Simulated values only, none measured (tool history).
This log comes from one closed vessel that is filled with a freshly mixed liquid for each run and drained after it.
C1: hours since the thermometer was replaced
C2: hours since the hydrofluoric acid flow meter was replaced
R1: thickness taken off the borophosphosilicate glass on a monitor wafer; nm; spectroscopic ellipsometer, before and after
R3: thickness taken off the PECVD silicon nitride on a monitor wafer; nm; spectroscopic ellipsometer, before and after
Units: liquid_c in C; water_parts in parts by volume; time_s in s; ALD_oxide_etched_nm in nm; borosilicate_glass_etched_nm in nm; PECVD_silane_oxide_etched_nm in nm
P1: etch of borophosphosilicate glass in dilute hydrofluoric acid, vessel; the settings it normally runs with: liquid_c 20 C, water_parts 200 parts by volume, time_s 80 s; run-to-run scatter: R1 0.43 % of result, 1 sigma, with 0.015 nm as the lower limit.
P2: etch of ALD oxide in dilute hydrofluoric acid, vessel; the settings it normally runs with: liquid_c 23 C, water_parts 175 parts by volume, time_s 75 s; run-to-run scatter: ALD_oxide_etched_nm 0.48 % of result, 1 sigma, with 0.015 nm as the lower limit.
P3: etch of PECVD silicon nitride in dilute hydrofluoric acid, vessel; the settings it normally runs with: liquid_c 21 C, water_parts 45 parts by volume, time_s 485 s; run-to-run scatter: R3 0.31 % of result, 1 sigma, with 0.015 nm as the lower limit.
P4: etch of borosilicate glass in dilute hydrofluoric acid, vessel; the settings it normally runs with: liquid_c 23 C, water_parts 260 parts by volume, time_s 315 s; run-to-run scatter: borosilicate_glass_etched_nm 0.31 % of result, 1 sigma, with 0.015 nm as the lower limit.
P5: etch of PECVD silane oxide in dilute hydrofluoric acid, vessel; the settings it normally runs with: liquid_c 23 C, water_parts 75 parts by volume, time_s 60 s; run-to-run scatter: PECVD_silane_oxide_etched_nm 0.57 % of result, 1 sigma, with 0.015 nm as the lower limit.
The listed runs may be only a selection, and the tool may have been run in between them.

Run 1, hour 8.4: process P1, liquid_c 20 C, water_parts 200 parts by volume, time_s 80 s; C1 719.7; C2 1853.9. Result: R1 10.129 nm.
Run 2, hour 18.6: process P1, liquid_c 20 C, water_parts 280 parts by volume, time_s 80 s; C1 729.9; C2 1864.1. Result: R1 6.749 nm.
Run 3, hour 29.2: process P1, liquid_c 20 C, water_parts 200 parts by volume, time_s 80 s; C1 740.5; C2 1874.7. Result: R1 10.138 nm.
Run 4, hour 34.6: process P2, liquid_c 23 C, water_parts 175 parts by volume, time_s 130 s; C1 745.9; C2 1880.1. Result: ALD_oxide_etched_nm 16.288 nm.
Run 5, hour 42.5: process P3, liquid_c 21 C, water_parts 25 parts by volume, time_s 485 s; C1 753.8; C2 1888. Result: R3 26.18 nm.
Run 6, hour 50.9: process P4, liquid_c 23 C, water_parts 260 parts by volume, time_s 315 s; C1 762.2; C2 1896.4. Result: borosilicate_glass_etched_nm 29.284 nm.
Run 7, hour 57: process P5, liquid_c 23 C, water_parts 75 parts by volume, time_s 30 s; C1 768.3; C2 1902.5. Result: PECVD_silane_oxide_etched_nm 14.379 nm.
Run 8, hour 64: process P1, liquid_c 20 C, water_parts 200 parts by volume, time_s 150 s; C1 775.3; C2 1909.5. Result: R1 19.091 nm.
Run 9, hour 73.9: process P2, liquid_c 23 C, water_parts 175 parts by volume, time_s 75 s; C1 785.2; C2 1919.4. Result: ALD_oxide_etched_nm 9.3103 nm.
Run 10, hour 82.2: process P1, liquid_c 17 C, water_parts 200 parts by volume, time_s 130 s; C1 793.5; C2 1927.7. Result: R1 14.61 nm.
Run 11, hour 90.8: process P2, liquid_c 23 C, water_parts 175 parts by volume, time_s 75 s; C1 802.1; C2 1936.3. Result: ALD_oxide_etched_nm 9.2871 nm.
At hour 93.5: hydrofluoric acid flow meter replaced.
Run 12, hour 101: process P5, liquid_c 27.5 C, water_parts 75 parts by volume, time_s 60 s; C1 812.3; C2 7.5. Result: PECVD_silane_oxide_etched_nm 34.708 nm.
Run 13, hour 108.6: process P3, liquid_c 21 C, water_parts 45 parts by volume, time_s 485 s; C1 819.9; C2 15.1. Result: R3 14.768 nm.
Run 14, hour 117: process P1, liquid_c 20 C, water_parts 200 parts by volume, time_s 80 s; C1 828.3; C2 23.5. Result: R1 10.178 nm.
Run 15, hour 127.4: process P1, liquid_c 20 C, water_parts 200 parts by volume, time_s 40 s; C1 838.7; C2 33.9. Result: R1 5.0938 nm.
Run 16, hour 132.6: process P2, liquid_c 19 C, water_parts 175 parts by volume, time_s 75 s; C1 843.9; C2 39.1. Result: ALD_oxide_etched_nm 8.0039 nm.
Run 17, hour 143.6: process P1, liquid_c 20 C, water_parts 200 parts by volume, time_s 80 s; C1 854.9; C2 50.1. Result: R1 10.153 nm.
Run 18, hour 154.2: process P4, liquid_c 23 C, water_parts 130 parts by volume, time_s 315 s; C1 865.5; C2 60.7. Result: borosilicate_glass_etched_nm 67.623 nm.
Run 19, hour 161.8: process P1, liquid_c 20 C, water_parts 40 parts by volume, time_s 80 s; C1 873.1; C2 68.3. Result: R1 60.094 nm.
Run 20, hour 170.7: process P1, liquid_c 20 C, water_parts 200 parts by volume, time_s 80 s; C1 882; C2 77.2. Result: R1 10.18 nm.
Run 21, hour 181.3: process P2, liquid_c 23 C, water_parts 295 parts by volume, time_s 75 s; C1 892.6; C2 87.8. Result: ALD_oxide_etched_nm 4.9243 nm.
Run 22, hour 192.1: process P5, liquid_c 23 C, water_parts 75 parts by volume, time_s 60 s; C1 903.4; C2 98.6. Result: PECVD_silane_oxide_etched_nm 28.819 nm.
Run 23, hour 197.5: process P3, liquid_c 21 C, water_parts 45 parts by volume, time_s 885 s; C1 908.8; C2 104. Result: R3 26.886 nm.
Run 24, hour 206.9: process P1, liquid_c 26.5 C, water_parts 200 parts by volume, time_s 155 s; C1 918.2; C2 113.4. Result: R1 24.925 nm.
Run 25, hour 212.9: process P4, liquid_c 23 C, water_parts 260 parts by volume, time_s 315 s; C1 924.2; C2 119.4. Result: borosilicate_glass_etched_nm 29.233 nm.
Run 26, hour 218.7: process P1, liquid_c 26.5 C, water_parts 200 parts by volume, time_s 80 s; C1 930; C2 125.2. Result: R1 12.885 nm.
Run 27, hour 226.4: process P3, liquid_c 17 C, water_parts 45 parts by volume, time_s 485 s; C1 937.7; C2 132.9. Result: R3 11.139 nm.
Run 28, hour 234.4: process P1, liquid_c 17 C, water_parts 200 parts by volume, time_s 80 s; C1 945.7; C2 140.9. Result: R1 8.9913 nm.
Run 29, hour 241.2: process P4, liquid_c 23 C, water_parts 260 parts by volume, time_s 470 s; C1 952.5; C2 147.7. Result: borosilicate_glass_etched_nm 43.881 nm.
Run 30, hour 248.3: process P4, liquid_c 27.5 C, water_parts 260 parts by volume, time_s 315 s; C1 959.6; C2 154.8. Result: borosilicate_glass_etched_nm 34.437 nm.
Run 31, hour 255.5: process P5, liquid_c 23 C, water_parts 45 parts by volume, time_s 60 s; C1 966.8; C2 162. Result: PECVD_silane_oxide_etched_nm 49.961 nm.
Run 32, hour 260.3: process P1, liquid_c 17 C, water_parts 350 parts by volume, time_s 80 s; C1 971.6; C2 166.8. Result: R1 4.4925 nm.
Run 33, hour 266.2: process P1, liquid_c 20 C, water_parts 200 parts by volume, time_s 80 s; C1 977.5; C2 172.7. Result: R1 10.126 nm.
Run 34, hour 271.2: process P1, liquid_c 20 C, water_parts 200 parts by volume, time_s 80 s; C1 982.5; C2 177.7. Result: R1 10.365 nm.
Run 35, hour 278.9: process P1, liquid_c 20 C, water_parts 200 parts by volume, time_s 80 s; C1 990.2; C2 185.4. Result: R1 10.529 nm.
Run 36, hour 286.4: process P1, liquid_c 20 C, water_parts 200 parts by volume, time_s 80 s; C1 997.7; C2 192.9. Result: R1 10.631 nm.
Run 37, hour 292.6: process P1, liquid_c 20 C, water_parts 200 parts by volume, time_s 80 s; C1 1003.9; C2 199.1. Result: R1 10.718 nm.
Run 38, hour 297.6: process P1, liquid_c 20 C, water_parts 200 parts by volume, time_s 80 s; C1 1008.9; C2 204.1. Result: R1 10.725 nm.
Run 39, hour 302.6: process P1, liquid_c 20 C, water_parts 200 parts by volume, time_s 80 s; C1 1013.9; C2 209.1. Result: R1 10.62 nm.
Run 40, hour 310.7: process P1, liquid_c 20 C, water_parts 200 parts by volume, time_s 80 s; C1 1022; C2 217.2. Result: R1 10.742 nm.
Run 41, hour 318.4: process P1, liquid_c 20 C, water_parts 200 parts by volume, time_s 80 s; C1 1029.7; C2 224.9. Result: R1 10.774 nm.

P1 has crept away from where it was. The log is fitted equally well by each of these 2 causes, at the sizes shown:
A: liquid hotter than its thermometer reads (K) = 1.56
B: hydrofluoric acid flow above the setpoint (%) = 5.13
The gradual shift began around hour 266.2.

Each of the 4 check runs below uses one wafer; its results are left as question marks. Which run tells the causes apart?
Run check 1, hour 326.1: process P2, liquid_c 23 C, water_parts 175 parts by volume, time_s 75 s. Result: ALD_oxide_etched_nm ?.
Run check 2, hour 326.1: process P3, liquid_c 21 C, water_parts 45 parts by volume, time_s 485 s. Result: R3 ?.
Run check 3, hour 326.1: process P4, liquid_c 23 C, water_parts 260 parts by volume, time_s 315 s. Result: borosilicate_glass_etched_nm ?.
Run check 4, hour 326.1: process P5, liquid_c 23 C, water_parts 75 parts by volume, time_s 60 s. Result: PECVD_silane_oxide_etched_nm ?.

How each check would come out, cause by cause:
  check                        result    if A    if B
check 1           ALD_oxide_etched_nm  9.8717  9.8772
check 2                            R3  16.424  15.491
check 3  borosilicate_glass_etched_nm  31.042  31.261
check 4  PECVD_silane_oxide_etched_nm  30.755  30.496
Smallest distance between any two causes, each pair judged by its most separating result, in per cent: check 1 0.06 %; check 2 5.85 %; check 3 0.7 %; check 4 0.85 %
Check 2 distinguishes between the causes, while the remaining checks would return nearly the same result for all of them.

The results of check 2 are: R3 16.475 nm. Based on these, which of the listed causes is it?

Of the candidate causes, it is A: liquid hotter than its thermometer reads (K).

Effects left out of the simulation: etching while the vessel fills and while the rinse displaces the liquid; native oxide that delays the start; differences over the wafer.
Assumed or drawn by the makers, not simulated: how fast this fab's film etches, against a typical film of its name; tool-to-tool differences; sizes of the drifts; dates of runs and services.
